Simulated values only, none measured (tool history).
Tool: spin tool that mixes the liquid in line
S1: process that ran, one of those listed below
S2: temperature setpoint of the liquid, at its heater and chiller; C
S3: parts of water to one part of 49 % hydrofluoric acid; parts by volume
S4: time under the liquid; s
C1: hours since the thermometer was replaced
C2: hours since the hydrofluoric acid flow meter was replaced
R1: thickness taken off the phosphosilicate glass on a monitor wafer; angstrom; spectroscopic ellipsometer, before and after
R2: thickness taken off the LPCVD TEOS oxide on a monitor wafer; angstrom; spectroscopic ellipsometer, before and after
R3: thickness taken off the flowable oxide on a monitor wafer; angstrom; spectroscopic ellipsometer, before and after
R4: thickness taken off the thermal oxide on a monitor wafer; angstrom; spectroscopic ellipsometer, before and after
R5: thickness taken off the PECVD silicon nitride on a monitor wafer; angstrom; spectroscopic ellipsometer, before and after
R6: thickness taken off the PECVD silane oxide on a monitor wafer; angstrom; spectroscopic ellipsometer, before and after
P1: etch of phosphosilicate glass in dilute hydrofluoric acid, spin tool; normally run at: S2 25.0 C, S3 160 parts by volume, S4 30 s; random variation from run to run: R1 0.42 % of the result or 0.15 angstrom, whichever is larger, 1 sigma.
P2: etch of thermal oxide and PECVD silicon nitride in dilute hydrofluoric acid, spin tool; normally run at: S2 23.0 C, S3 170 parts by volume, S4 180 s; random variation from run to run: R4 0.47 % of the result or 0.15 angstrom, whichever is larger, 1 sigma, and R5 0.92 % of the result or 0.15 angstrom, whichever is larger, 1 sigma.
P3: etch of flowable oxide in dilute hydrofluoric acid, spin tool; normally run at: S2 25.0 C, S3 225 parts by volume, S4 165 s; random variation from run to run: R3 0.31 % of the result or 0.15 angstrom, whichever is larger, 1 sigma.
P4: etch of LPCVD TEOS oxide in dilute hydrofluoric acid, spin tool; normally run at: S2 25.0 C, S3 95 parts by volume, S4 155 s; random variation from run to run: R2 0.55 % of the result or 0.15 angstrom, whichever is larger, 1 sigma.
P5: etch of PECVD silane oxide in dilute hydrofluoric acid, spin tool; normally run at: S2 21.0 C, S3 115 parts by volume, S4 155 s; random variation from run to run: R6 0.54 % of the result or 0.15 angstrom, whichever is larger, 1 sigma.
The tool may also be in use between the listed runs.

run,hour,S1,S2,S3,S4,C1,C2,R1,R2,R3,R4,R5,R6
1,9.4,P1,25.0,160,30,1720.8,179.1,275.64,,,,,
2,13.9,P1,25.0,30,30,1725.3,183.6,1728.20,,,,,
3,21.7,P4,25.0,170,155,1733.1,191.4,,218.21,,,,
4,28.8,P3,17.0,225,165,1740.2,198.5,,,143.480,,,
5,37.7,P1,25.0,160,30,1749.1,207.4,275.84,,,,,
6,47.0,P4,32.5,95,155,1758.4,216.7,,572.67,,,,
7,53.7,P4,25.0,95,225,1765.1,223.4,,617.08,,,,
8,60.5,P1,30.5,160,30,1771.9,230.2,334.20,,,,,
9,69.4,P2,23.0,170,15,1780.8,239.1,,,,3.6438,2.0913,
10,77.0,P5,21.0,180,155,1788.4,246.7,,,,,,187.230
11,81.6,P1,25.0,160,30,1793.0,251.3,275.60,,,,,
12,87.7,P5,29.5,115,155,1799.1,257.4,,,,,,437.120
13,92.2,P3,25.0,145,165,1803.6,261.9,,,329.430,,,
14,96.5,P1,25.0,160,30,1807.9,266.2,274.30,,,,,
15,103.9,P1,25.0,160,30,1815.3,273.6,277.99,,,,,
16,110.6,P1,25.0,160,50,1822.0,280.3,460.68,,,,,
17,120.2,P1,31.5,50,30,1831.6,289.9,1303.30,,,,,
18,129.4,P5,21.0,115,35,1840.8,299.1,,,,,,70.219
# hour 135.3: hydrofluoric acid flow meter replaced
19,137.2,P5,21.0,115,155,1848.6,2.0,,,,,,312.700
20,142.2,P5,21.0,115,155,1853.6,7.0,,,,,,313.270
21,147.3,P2,23.0,95,180,1858.7,12.1,,,,87.0480,40.7670,
22,153.6,P1,25.0,160,15,1865.0,18.4,137.72,,,,,
23,160.3,P4,25.0,95,155,1871.7,25.1,,429.23,,,,
24,165.7,P3,25.0,225,165,1877.1,30.5,,,193.730,,,
25,174.5,P1,30.5,60,30,1885.9,39.3,1036.30,,,,,
26,179.2,P2,23.0,170,180,1890.6,44.0,,,,44.4340,22.6930,
27,187.8,P3,25.0,225,15,1899.2,52.6,,,17.409,,,
28,196.9,P1,19.5,160,30,1908.3,61.7,222.49,,,,,
29,206.6,P1,25.0,225,30,1918.0,71.4,182.35,,,,,
30,212.1,P2,29.0,170,180,1923.5,76.9,,,,55.9550,33.4110,
31,218.5,P1,25.0,160,30,1929.9,83.3,277.00,,,,,
32,225.5,P1,25.0,160,30,1936.9,90.3,280.89,,,,,
33,234.5,P1,25.0,160,30,1945.9,99.3,287.87,,,,,
34,239.7,P1,25.0,160,30,1951.1,104.5,290.27,,,,,
35,244.8,P1,25.0,160,30,1956.2,109.6,289.41,,,,,
36,250.7,P1,25.0,160,30,1962.1,115.5,290.78,,,,,
37,258.3,P1,25.0,160,30,1969.7,123.1,289.37,,,,,
38,267.7,P1,25.0,160,30,1979.1,132.5,291.60,,,,,
39,274.7,P1,25.0,160,30,1986.1,139.5,289.78,,,,,

What P1 gives has crept away from where it was. These 2 causes fit the log equally well, each at the size given:
A: liquid hotter than its thermometer reads (K) = 1.63
B: hydrofluoric acid flow above the setpoint (%) = 5.26
The creep began at about hour 218.5.

4 check runs are offered, each on 5 wafers whose results are averaged, their results left as question marks. Which one tells the causes apart?
check 1,281.7,P4,29.0,130,155,,,,?,,,,
check 2,281.7,P3,19.5,225,30,,,,,?,,,
check 3,281.7,P5,24.0,115,155,,,,,,,,?
check 4,281.7,P2,28.0,170,100,,,,,,?,?,

What each check would give under each cause:
check,result,if A,if B
check 1,R2,369.59,369.68
check 2,R3,30.687,30.691
check 3,R6,375.820,373.890
check 4,R4,31.7430,31.8480
check 4,R5,19.2340,18.3290
How far apart the two closest causes lie, in the result that separates them most: check 1 0.02 %; check 2 0.01 %; check 3 0.52 %; check 4 4.82 %
Only check 4 tells the causes apart: in the others they would give nearly the same result.

Check 4 was then run and gave: R4 31.8470 angstrom; R5 18.4040 angstrom. Which cause is it?

It is B: hydrofluoric acid flow above the setpoint (%).
